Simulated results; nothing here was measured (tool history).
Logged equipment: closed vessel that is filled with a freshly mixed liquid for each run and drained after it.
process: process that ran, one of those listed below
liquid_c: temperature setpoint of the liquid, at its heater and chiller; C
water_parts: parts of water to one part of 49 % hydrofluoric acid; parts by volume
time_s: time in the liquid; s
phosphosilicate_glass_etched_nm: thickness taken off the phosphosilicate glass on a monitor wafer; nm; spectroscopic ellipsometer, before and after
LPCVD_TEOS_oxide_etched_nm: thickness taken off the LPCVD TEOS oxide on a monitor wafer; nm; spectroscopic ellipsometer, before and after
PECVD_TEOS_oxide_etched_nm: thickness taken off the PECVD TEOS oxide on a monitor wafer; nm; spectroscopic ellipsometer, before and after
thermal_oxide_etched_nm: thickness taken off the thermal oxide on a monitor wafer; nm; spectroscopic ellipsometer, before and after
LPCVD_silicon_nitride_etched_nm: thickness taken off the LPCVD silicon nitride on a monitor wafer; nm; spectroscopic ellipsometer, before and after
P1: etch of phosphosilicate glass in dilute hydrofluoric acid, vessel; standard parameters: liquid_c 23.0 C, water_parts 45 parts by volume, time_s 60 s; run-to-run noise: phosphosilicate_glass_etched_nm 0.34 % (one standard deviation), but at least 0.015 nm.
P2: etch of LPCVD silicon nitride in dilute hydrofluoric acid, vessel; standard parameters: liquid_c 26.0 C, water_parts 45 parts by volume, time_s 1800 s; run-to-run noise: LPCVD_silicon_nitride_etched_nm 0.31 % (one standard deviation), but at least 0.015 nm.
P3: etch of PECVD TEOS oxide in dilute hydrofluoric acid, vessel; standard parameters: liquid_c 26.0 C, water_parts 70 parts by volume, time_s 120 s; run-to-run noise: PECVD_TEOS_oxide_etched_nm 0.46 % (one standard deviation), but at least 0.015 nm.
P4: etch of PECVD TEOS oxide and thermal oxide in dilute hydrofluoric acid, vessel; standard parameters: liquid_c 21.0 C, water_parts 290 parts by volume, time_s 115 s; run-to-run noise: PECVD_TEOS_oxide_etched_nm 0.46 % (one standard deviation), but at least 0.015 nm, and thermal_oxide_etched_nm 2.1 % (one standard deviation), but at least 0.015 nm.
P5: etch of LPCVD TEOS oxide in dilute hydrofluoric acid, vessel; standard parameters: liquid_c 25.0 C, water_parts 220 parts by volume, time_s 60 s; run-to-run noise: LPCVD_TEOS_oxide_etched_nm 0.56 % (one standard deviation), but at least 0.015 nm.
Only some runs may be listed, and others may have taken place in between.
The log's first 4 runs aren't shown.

run	hour	process	liquid_c	water_parts	time_s	phosphosilicate_glass_etched_nm	LPCVD_TEOS_oxide_etched_nm	PECVD_TEOS_oxide_etched_nm	thermal_oxide_etched_nm	LPCVD_silicon_nitride_etched_nm
5	57.3	P4	17.0	290	115			4.7445	1.11730	
6	66.4	P1	23.0	45	60	263.41				
7	73.8	P5	25.0	220	105		24.625			
8	81.1	P3	32.5	70	120			50.8040		
9	91.7	P3	26.0	20	120			148.4500		
10	100.0	P1	18.0	45	60	212.79				
11	114.9	P4	21.0	55	115			37.2850	9.03450	
12	129.2	P1	23.0	45	60	262.62				
13	138.2	P1	23.0	60	60	192.83				
# hour 140.0: hydrofluoric acid flow meter replaced
14	150.6	P1	23.0	45	60	263.88				
15	160.3	P5	25.0	220	60		14.170			
16	174.3	P2	31.5	45	1800					32.753
17	188.9	P1	17.0	45	30	102.23				
18	198.1	P3	26.0	70	120			39.6960		
19	204.8	P2	26.0	45	3290					41.776
20	214.3	P5	25.0	220	60		14.077			
21	226.0	P4	21.0	290	115			5.5633	1.35140	
22	234.7	P1	23.0	45	85	372.79				
23	246.5	P2	26.0	20	1800					50.205
24	257.9	P2	26.0	45	1800					22.897
25	269.6	P4	21.0	290	30			1.4644	0.36369	
26	279.8	P1	23.0	45	60	263.11				
27	291.5	P1	23.0	45	30	130.86				

What does the tool deliver on the next run?
28	298.8	P3	26.0	70	230			?		

PECVD_TEOS_oxide_etched_nm: 75.7050 nm
